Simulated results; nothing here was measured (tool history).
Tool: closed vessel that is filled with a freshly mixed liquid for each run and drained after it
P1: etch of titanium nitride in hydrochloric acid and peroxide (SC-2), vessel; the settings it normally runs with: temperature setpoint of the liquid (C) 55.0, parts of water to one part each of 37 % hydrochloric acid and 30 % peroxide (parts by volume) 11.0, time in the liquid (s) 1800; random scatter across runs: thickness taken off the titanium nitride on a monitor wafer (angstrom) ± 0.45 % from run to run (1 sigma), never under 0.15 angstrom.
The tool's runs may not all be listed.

run	hour	temperature setpoint of the liquid (C)	parts of water to one part each of 37 % hydrochloric acid and 30 % peroxide (parts by volume)	time in the liquid (s)	hours since the thermometer was replaced	hours since the chemicals flow meter was replaced	hours since the drum of peroxide was connected	thickness taken off the titanium nitride on a monitor wafer (angstrom)
1	8.8	55.0	11.0	1800	366.7	517.9	351.5	472.98
2	16.1	55.0	6.0	610	374.0	525.2	358.8	260.54
3	24.1	55.0	11.0	1800	382.0	533.2	366.8	472.43
4	29.2	55.0	4.0	1800	387.1	538.3	371.9	1021.30
5	34.0	55.0	18.5	1800	391.9	543.1	376.7	302.09
6	40.1	67.5	11.0	1800	398.0	549.2	382.8	1021.20
7	47.4	41.0	11.0	1800	405.3	556.5	390.1	182.35
8	56.4	55.0	11.0	2985	414.3	565.5	399.1	780.61
9	63.2	55.0	11.0	1800	421.1	572.3	405.9	467.89
10	68.4	68.5	4.0	1800	426.3	577.5	411.1	2344.80
11	76.0	55.0	11.0	1800	433.9	585.1	418.7	473.09
12	85.0	55.0	11.0	1800	442.9	594.1	427.7	470.13
13	90.0	55.0	19.5	1050	447.9	599.1	432.7	166.05
14	97.6	55.0	11.0	40	455.5	606.7	440.3	10.42
15	105.4	55.0	11.0	1800	463.3	614.5	448.1	472.82
16	110.9	55.0	11.0	1800	468.8	620.0	453.6	489.93
17	117.0	55.0	11.0	1800	474.9	626.1	459.7	500.61
18	124.4	55.0	11.0	1800	482.3	633.5	467.1	511.50
19	130.3	55.0	11.0	1800	488.2	639.4	473.0	508.14
20	139.1	55.0	11.0	1800	497.0	648.2	481.8	515.01
21	147.5	55.0	11.0	1800	505.4	656.6	490.2	514.12

The log shows P1 creeping away from where it was. Any of the 2 causes listed here, at the size stated for it, fits the log just as well as the others:
A: chemicals flow above the setpoint (%) = 11.3
B: liquid hotter than its thermometer reads (K) = 1.4
At approximately hour 105.4, the process output began to creep.
Other possible causes, and why each is ruled out:
peroxide weaker than its label (%): 8 at the very most, moving thickness taken off the titanium nitride on a monitor wafer (angstrom) by -7.4 %, which is either too weak or the wrong sign

The list below offers 4 check runs, each averaging the results of 3 wafers, and shows each result as a question mark. For which of them would the listed causes give clearly different results?
check 1	155.9	63.5	11.0	1115				?
check 2	155.9	45.5	11.0	1800				?
check 3	155.9	55.0	4.0	1800				?
check 4	155.9	55.0	17.5	945				?

Expected result of each check under each candidate cause:
check	result	if A	if B
check 1	thickness taken off the titanium nitride on a monitor wafer (angstrom)	545.70	543.42
check 2	thickness taken off the titanium nitride on a monitor wafer (angstrom)	273.88	275.46
check 3	thickness taken off the titanium nitride on a monitor wafer (angstrom)	1095.20	1117.40
check 4	thickness taken off the titanium nitride on a monitor wafer (angstrom)	181.48	180.50
How far apart the two closest causes lie, in the result that separates them most: check 1 0.42 %; check 2 0.57 %; check 3 2.01 %; check 4 0.54 %
Only check 3 tells the causes apart: in the others they would give nearly the same result.

Running check 3 produced the following: thickness taken off the titanium nitride on a monitor wafer (angstrom) 1119.20. Which one of the listed causes fits?

The correct cause is B, namely: liquid hotter than its thermometer reads (K).
